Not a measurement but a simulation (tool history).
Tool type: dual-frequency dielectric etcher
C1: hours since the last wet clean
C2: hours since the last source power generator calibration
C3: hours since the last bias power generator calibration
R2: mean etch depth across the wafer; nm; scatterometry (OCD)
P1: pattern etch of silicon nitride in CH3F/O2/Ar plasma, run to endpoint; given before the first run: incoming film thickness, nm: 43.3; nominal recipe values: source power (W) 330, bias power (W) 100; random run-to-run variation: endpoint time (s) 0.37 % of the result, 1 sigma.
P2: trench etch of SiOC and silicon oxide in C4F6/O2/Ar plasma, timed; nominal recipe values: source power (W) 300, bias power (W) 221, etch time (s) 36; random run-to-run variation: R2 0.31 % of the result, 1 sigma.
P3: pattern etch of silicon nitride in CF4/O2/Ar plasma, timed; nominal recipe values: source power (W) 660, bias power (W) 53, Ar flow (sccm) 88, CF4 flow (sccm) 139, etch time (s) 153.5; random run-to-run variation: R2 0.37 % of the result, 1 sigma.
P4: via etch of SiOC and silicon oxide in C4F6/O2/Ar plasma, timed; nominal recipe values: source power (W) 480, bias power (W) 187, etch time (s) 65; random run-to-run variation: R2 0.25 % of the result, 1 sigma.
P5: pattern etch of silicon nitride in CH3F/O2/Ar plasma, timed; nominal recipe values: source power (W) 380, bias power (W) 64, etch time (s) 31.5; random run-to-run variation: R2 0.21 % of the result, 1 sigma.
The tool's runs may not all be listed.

Run 1, hour 10.9: process that ran P1, source power (W) 330, bias power (W) 100; C1 310.2; C2 636.6; C3 525.9. Result: endpoint time (s) 57.497.
Run 2, hour 16.5: process that ran P3, source power (W) 660, bias power (W) 53, Ar flow (sccm) 88, CF4 flow (sccm) 139, etch time (s) 221.5; C1 315.8; C2 642.2; C3 531.5. Result: R2 559.3 nm.
Run 3, hour 24.6: process that ran P5, source power (W) 380, bias power (W) 64, etch time (s) 44; C1 323.9; C2 650.3; C3 539.6. Result: R2 27.967 nm.
Run 4, hour 34.9: process that ran P4, source power (W) 280, bias power (W) 187, etch time (s) 65; C1 334.2; C2 660.6; C3 549.9. Result: R2 65.576 nm.
Run 5, hour 41.7: process that ran P1, source power (W) 330, bias power (W) 100; C1 341; C2 667.4; C3 556.7. Result: endpoint time (s) 57.645.
Run 6, hour 51.1: process that ran P1, source power (W) 330, bias power (W) 142; C1 350.4; C2 676.8; C3 566.1. Result: endpoint time (s) 50.466.
Run 7, hour 61.6: process that ran P1, source power (W) 330, bias power (W) 100; C1 360.9; C2 687.3; C3 576.6. Result: endpoint time (s) 57.798.
Run 8, hour 71: process that ran P3, source power (W) 660, bias power (W) 53, Ar flow (sccm) 88, CF4 flow (sccm) 92, etch time (s) 153.5; C1 370.3; C2 696.7; C3 586. Result: R2 371.14 nm.
Run 9, hour 77.1: process that ran P2, source power (W) 300, bias power (W) 221, etch time (s) 20; C1 376.4; C2 702.8; C3 592.1. Result: R2 36.587 nm.
Run 10, hour 88.5: process that ran P4, source power (W) 480, bias power (W) 131, etch time (s) 65; C1 387.8; C2 714.2; C3 603.5. Result: R2 72.796 nm.
Run 11, hour 99.3: process that ran P1, source power (W) 450, bias power (W) 71; C1 398.6; C2 725; C3 614.3. Result: endpoint time (s) 58.021.
Run 12, hour 107.2: process that ran P1, source power (W) 330, bias power (W) 100; C1 406.5; C2 732.9; C3 622.2. Result: endpoint time (s) 57.703.
Run 13, hour 114.3: process that ran P5, source power (W) 240, bias power (W) 64, etch time (s) 31.5; C1 413.6; C2 740; C3 629.3. Result: R2 16.844 nm.
Run 14, hour 121.4: process that ran P3, source power (W) 660, bias power (W) 53, Ar flow (sccm) 88, CF4 flow (sccm) 139, etch time (s) 153.5; C1 420.7; C2 747.1; C3 636.4. Result: R2 386.28 nm.
Run 15, hour 131: process that ran P5, source power (W) 380, bias power (W) 64, etch time (s) 31.5; C1 430.3; C2 756.7; C3 646. Result: R2 20.003 nm.
Run 16, hour 137.9: process that ran P2, source power (W) 300, bias power (W) 148, etch time (s) 36; C1 437.2; C2 763.6; C3 652.9. Result: R2 57.329 nm.
Run 17, hour 143.1: process that ran P1, source power (W) 330, bias power (W) 73; C1 442.4; C2 768.8; C3 658.1. Result: endpoint time (s) 64.795.
Run 18, hour 153.8: process that ran P4, source power (W) 480, bias power (W) 187, etch time (s) 65; C1 453.1; C2 779.5; C3 668.8. Result: R2 80.371 nm.
Run 19, hour 165.2: process that ran P4, source power (W) 480, bias power (W) 187, etch time (s) 65; C1 464.5; C2 790.9; C3 680.2. Result: R2 80.548 nm.
Run 20, hour 176: process that ran P3, source power (W) 660, bias power (W) 38, Ar flow (sccm) 88, CF4 flow (sccm) 139, etch time (s) 153.5; C1 475.3; C2 801.7; C3 691. Result: R2 347.54 nm.
Run 21, hour 186.3: process that ran P2, source power (W) 300, bias power (W) 221, etch time (s) 36; C1 485.6; C2 812; C3 701.3. Result: R2 65.933 nm.
Run 22, hour 195.2: process that ran P5, source power (W) 380, bias power (W) 46, etch time (s) 31.5; C1 494.5; C2 820.9; C3 710.2. Result: R2 17.955 nm.
Run 23, hour 204.5: process that ran P3, source power (W) 870, bias power (W) 53, Ar flow (sccm) 88, CF4 flow (sccm) 139, etch time (s) 153.5; C1 503.8; C2 830.2; C3 719.5. Result: R2 497.34 nm.
Run 24, hour 215.7: process that ran P4, source power (W) 480, bias power (W) 187, etch time (s) 36; C1 515; C2 841.4; C3 730.7. Result: R2 44.663 nm.
Run 25, hour 221.5: process that ran P1, source power (W) 330, bias power (W) 100; C1 520.8; C2 847.2; C3 736.5. Result: endpoint time (s) 57.66.
Run 26, hour 230.3: process that ran P1, source power (W) 230, bias power (W) 100; C1 529.6; C2 856; C3 745.3. Result: endpoint time (s) 66.048.
Run 27, hour 238.6: process that ran P1, source power (W) 330, bias power (W) 100; C1 537.9; C2 864.3; C3 753.6. Result: endpoint time (s) 57.461.
Run 28, hour 248.1: process that ran P3, source power (W) 660, bias power (W) 53, Ar flow (sccm) 118, CF4 flow (sccm) 139, etch time (s) 153.5; C1 547.4; C2 873.8; C3 763.1. Result: R2 375.75 nm.
Run 29, hour 259.3: process that ran P1, source power (W) 330, bias power (W) 100; C1 558.6; C2 885; C3 774.3. Result: endpoint time (s) 57.493.
Run 30, hour 265.2: process that ran P3, source power (W) 660, bias power (W) 53, Ar flow (sccm) 88, CF4 flow (sccm) 139, etch time (s) 153.5; C1 564.5; C2 890.9; C3 780.2. Result: R2 388.03 nm.
Run 31, hour 270.8: process that ran P2, source power (W) 400, bias power (W) 221, etch time (s) 36; C1 570.1; C2 896.5; C3 785.8. Result: R2 73.707 nm.
Run 32, hour 277: process that ran P5, source power (W) 380, bias power (W) 64, etch time (s) 31.5; C1 576.3; C2 902.7; C3 792. Result: R2 20.073 nm.
Run 33, hour 285.2: process that ran P1, source power (W) 400, bias power (W) 100; C1 584.5; C2 910.9; C3 800.2. Result: endpoint time (s) 53.831.
Run 34, hour 293.4: process that ran P1, source power (W) 330, bias power (W) 100; C1 592.7; C2 919.1; C3 808.4. Result: endpoint time (s) 57.562.
Run 35, hour 305: process that ran P1, source power (W) 330, bias power (W) 100; C1 604.3; C2 930.7; C3 820. Result: endpoint time (s) 58.227.
Run 36, hour 314.8: process that ran P1, source power (W) 330, bias power (W) 100; C1 614.1; C2 940.5; C3 829.8. Result: endpoint time (s) 58.52.
Run 37, hour 321.5: process that ran P1, source power (W) 330, bias power (W) 100; C1 620.8; C2 947.2; C3 836.5. Result: endpoint time (s) 58.431.
Run 38, hour 332.4: process that ran P1, source power (W) 330, bias power (W) 100; C1 631.7; C2 958.1; C3 847.4. Result: endpoint time (s) 58.579.
Run 39, hour 341.6: process that ran P1, source power (W) 330, bias power (W) 100; C1 640.9; C2 967.3; C3 856.6. Result: endpoint time (s) 59.03.
At hour 343.2: wet clean of the chamber.
Run 40, hour 351.9: process that ran P1, source power (W) 330, bias power (W) 100; C1 8.8; C2 977.6; C3 866.9. Result: endpoint time (s) 58.661.
Run 41, hour 362.3: process that ran P1, source power (W) 330, bias power (W) 100; C1 19.2; C2 988; C3 877.3. Result: endpoint time (s) 58.89.

P1 no longer gives what it gave before; its output has crept away from where it was. The following 2 causes, each at its listed size, fit the log equally well:
A: source power that arrives under what is set, % = 4.83
B: bias power that arrives under what is set, % = 4.84
The process output started creeping at around hour 293.4.
Why every other cause is out:
chamber walls in a state that lowers the etch rate, %: maintenance at hour 343.2, after the shift began, did not return the process to its former output

Below are 4 check runs, each averaged over 2 wafers, with their results shown as question marks. Which of them would give clearly different results depending on which cause is behind the drift?
Run check 1, hour 372.7: process that ran P2, source power (W) 300, bias power (W) 149, etch time (s) 23.5. Result: R2 ?.
Run check 2, hour 372.7: process that ran P4, source power (W) 300, bias power (W) 148, etch time (s) 65. Result: R2 ?.
Run check 3, hour 372.7: process that ran P3, source power (W) 870, bias power (W) 53, Ar flow (sccm) 117, CF4 flow (sccm) 139, etch time (s) 153.5. Result: R2 ?.
Run check 4, hour 372.7: process that ran P5, source power (W) 380, bias power (W) 64, etch time (s) 43. Result: R2 ?.

If the cause were each of the candidates in turn, the checks would give the following:
  check  result    if A    if B
check 1      R2  37.096  37.247
check 2      R2  61.244  61.472
check 3      R2  458.65  470.67
check 4      R2  26.832  26.896
How far apart the two closest causes lie, in the result that separates them most: check 1 0.4 %; check 2 0.37 %; check 3 2.59 %; check 4 0.24 %
Check 3 is the one run that separates the causes; every other check would come out nearly the same whichever cause is at work.

Check 3 has now been run. It gave: R2 470.27 nm. Which of the candidate causes is it?

B is the cause: bias power that arrives under what is set, %.
